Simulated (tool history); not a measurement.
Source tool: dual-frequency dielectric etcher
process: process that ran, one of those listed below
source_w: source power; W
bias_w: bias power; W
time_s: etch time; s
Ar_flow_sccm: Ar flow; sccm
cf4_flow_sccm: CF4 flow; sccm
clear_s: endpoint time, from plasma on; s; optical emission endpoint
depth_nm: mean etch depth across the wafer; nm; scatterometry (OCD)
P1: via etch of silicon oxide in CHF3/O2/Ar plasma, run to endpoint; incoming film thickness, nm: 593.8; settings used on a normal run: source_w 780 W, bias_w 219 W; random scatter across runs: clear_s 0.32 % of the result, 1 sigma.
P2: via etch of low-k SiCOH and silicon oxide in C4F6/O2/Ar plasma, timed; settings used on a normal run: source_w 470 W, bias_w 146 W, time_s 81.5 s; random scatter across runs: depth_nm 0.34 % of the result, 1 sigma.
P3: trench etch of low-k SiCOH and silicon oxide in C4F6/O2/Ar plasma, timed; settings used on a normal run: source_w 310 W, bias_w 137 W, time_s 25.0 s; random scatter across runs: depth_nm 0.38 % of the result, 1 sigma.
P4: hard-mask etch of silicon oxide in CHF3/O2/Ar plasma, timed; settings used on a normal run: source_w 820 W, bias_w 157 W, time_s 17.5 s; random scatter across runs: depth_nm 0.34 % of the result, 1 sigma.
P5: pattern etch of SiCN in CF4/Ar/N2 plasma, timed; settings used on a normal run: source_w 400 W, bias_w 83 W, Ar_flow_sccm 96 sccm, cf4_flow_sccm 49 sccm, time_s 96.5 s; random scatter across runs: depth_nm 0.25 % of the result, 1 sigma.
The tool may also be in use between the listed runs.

run   hour  process  source_w  bias_w  time_s  Ar_flow_sccm  cf4_flow_sccm  hours since the last wet clean  hours since the last source power generator calibration  hours since the last bias power generator calibration  clear_s  depth_nm
  1   14.2       P1       780     219                                                                133.3                                                    399.2                                                 1687.2   252.55
  2   25.5       P1       780     219                                                                144.6                                                    410.5                                                 1698.5   254.63
  3   37.1       P4       820     157    17.5                                                        156.2                                                    422.1                                                 1710.1             36.982
  4   44.3       P1       780     219                                                                163.4                                                    429.3                                                 1717.3   251.48
  5   52.4       P3       310     137    25.0                                                        171.5                                                    437.4                                                 1725.4             63.364
  6   68.1       P1       780     219                                                                187.2                                                    453.1                                                 1741.1   252.92
  7   76.3       P1       780     132                                                                195.4                                                    461.3                                                 1749.3   297.35
  8   88.1       P2       470     146    81.5                                                        207.2                                                    473.1                                                 1761.1            225.810
  9   95.9       P2       630     146    81.5                                                        215.0                                                    480.9                                                 1768.9            255.600
 10  107.8       P1      1080     219                                                                226.9                                                    492.8                                                 1780.8   224.96
 11  122.0       P3       310     137    14.0                                                        241.1                                                    507.0                                                 1795.0             35.301
 12  132.6       P4       820     157    25.0                                                        251.7                                                    517.6                                                 1805.6             52.742
 13  144.2       P4       820     122    17.5                                                        263.3                                                    529.2                                                 1817.2             34.177
 14  152.9       P2       470     146    81.5                                                        272.0                                                    537.9                                                 1825.9            225.340
 15  167.3       P1      1000     262                                                                286.4                                                    552.3                                                 1840.3   217.22
 16  181.0       P2       470     146    45.0                                                        300.1                                                    566.0                                                 1854.0            125.390
 17  189.2       P5       320      83    96.5            96             49                           308.3                                                    574.2                                                 1862.2             63.296
 18  203.2       P5       400      83    54.5            96             49                           322.3                                                    588.2                                                 1876.2             43.149
 19  213.3       P3       430     137    25.0                                                        332.4                                                    598.3                                                 1886.3             71.748
 20  220.8       P1      1000     133                                                                339.9                                                    605.8                                                 1893.8   269.54
 21  231.5       P3       310     137    25.0                                                        350.6                                                    616.5                                                 1904.5             63.292
 22  241.3       P1       920     270                                                                360.4                                                    626.3                                                 1914.3   221.24
 23  251.0       P3       310     184    25.0                                                        370.1                                                    636.0                                                 1924.0             69.510
 24  264.4       P5       400      83    96.5            96             32                           383.5                                                    649.4                                                 1937.4             71.625
 25  276.1       P5       400      83    96.5           120             49                           395.2                                                    661.1                                                 1949.1             74.425
 26  287.1       P1       780     279                                                                406.2                                                    672.1                                                 1960.1   232.27
 27  302.2       P5       400      83    96.5            96             49                           421.3                                                    687.2                                                 1975.2             76.990
 28  315.9       P5       400      56    96.5            96             49                           435.0                                                    700.9                                                 1988.9             66.582
 29  323.0       P1       580     219                                                                442.1                                                    708.0                                                 1996.0   284.22
 30  333.0       P2       470     204    81.5                                                        452.1                                                    718.0                                                 2006.0            250.330
 31  346.0       P4       530     157    17.5                                                        465.1                                                    731.0                                                 2019.0             31.117
 32  358.1       P1       780     219                                                                477.2                                                    743.1                                                 2031.1   252.98
 33  369.7       P1       780     219                                                                488.8                                                    754.7                                                 2042.7   251.47
 34  378.4       P1       780     219                                                                497.5                                                    763.4                                                 2051.4   250.41
 35  393.3       P1       780     219                                                                512.4                                                    778.3                                                 2066.3   251.15
 36  404.2       P1       780     219                                                                523.3                                                    789.2                                                 2077.2   250.27
     406.3  -- wet clean of the chamber
 37  414.0       P1       780     219                                                                  7.7                                                    799.0                                                 2087.0   250.86
 38  422.7       P1       780     219                                                                 16.4                                                    807.7                                                 2095.7   249.00
 39  433.5       P1       780     219                                                                 27.2                                                    818.5                                                 2106.5   250.00
 40  442.0       P1       780     219                                                                 35.7                                                    827.0                                                 2115.0   248.95
 41  455.6       P1       780     219                                                                 49.3                                                    840.6                                                 2128.6   249.68
 42  465.0       P1       780     219                                                                 58.7                                                    850.0                                                 2138.0   249.21
 43  473.2       P1       780     219                                                                 66.9                                                    858.2                                                 2146.2   249.99

The output of P1 has drifted from where it used to be. Each of the 2 causes below, taken at the size shown beside it, accounts for the log equally well:
A: bias power that arrives over what is set, % = 4.81
B: source power that arrives over what is set, % = 4.35
At approximately hour 358.1, the process output began to creep.
All other causes, with the reason each is excluded:
chamber walls in a state that raises the etch rate, %: its service at hour 406.3 followed the start of the drift and did not put the process back to its old value

Which of the 4 check runs listed below separates the causes, so that each cause would produce a clearly different result? Each run uses one wafer, and its results are marked with question marks.
check 1  481.4       P3       410     137    18.0                                                                                                                                                                                               ?
check 2  481.4       P5       400      62    56.5            96             49                                                                                                                                                                  ?
check 3  481.4       P4       580     157    25.0                                                                                                                                                                                               ?
check 4  481.4       P2       560     146    81.5                                                                                                                                                                                               ?

Check results expected under each cause:
  check    result     if A     if B
check 1  depth_nm   51.637   51.788
check 2  depth_nm   41.097   41.945
check 3  depth_nm   46.747   46.791
check 4  depth_nm  246.000  246.760
How far apart the two closest causes lie, in the result that separates them most: check 1 0.29 %; check 2 2.04 %; check 3 0.09 %; check 4 0.31 %
Check 2 distinguishes between the causes, while the remaining checks would return nearly the same result for all of them.

Here is what check 2 returned: depth_nm 40.915 nm. Which cause is it?

The cause is A: bias power that arrives over what is set, %.
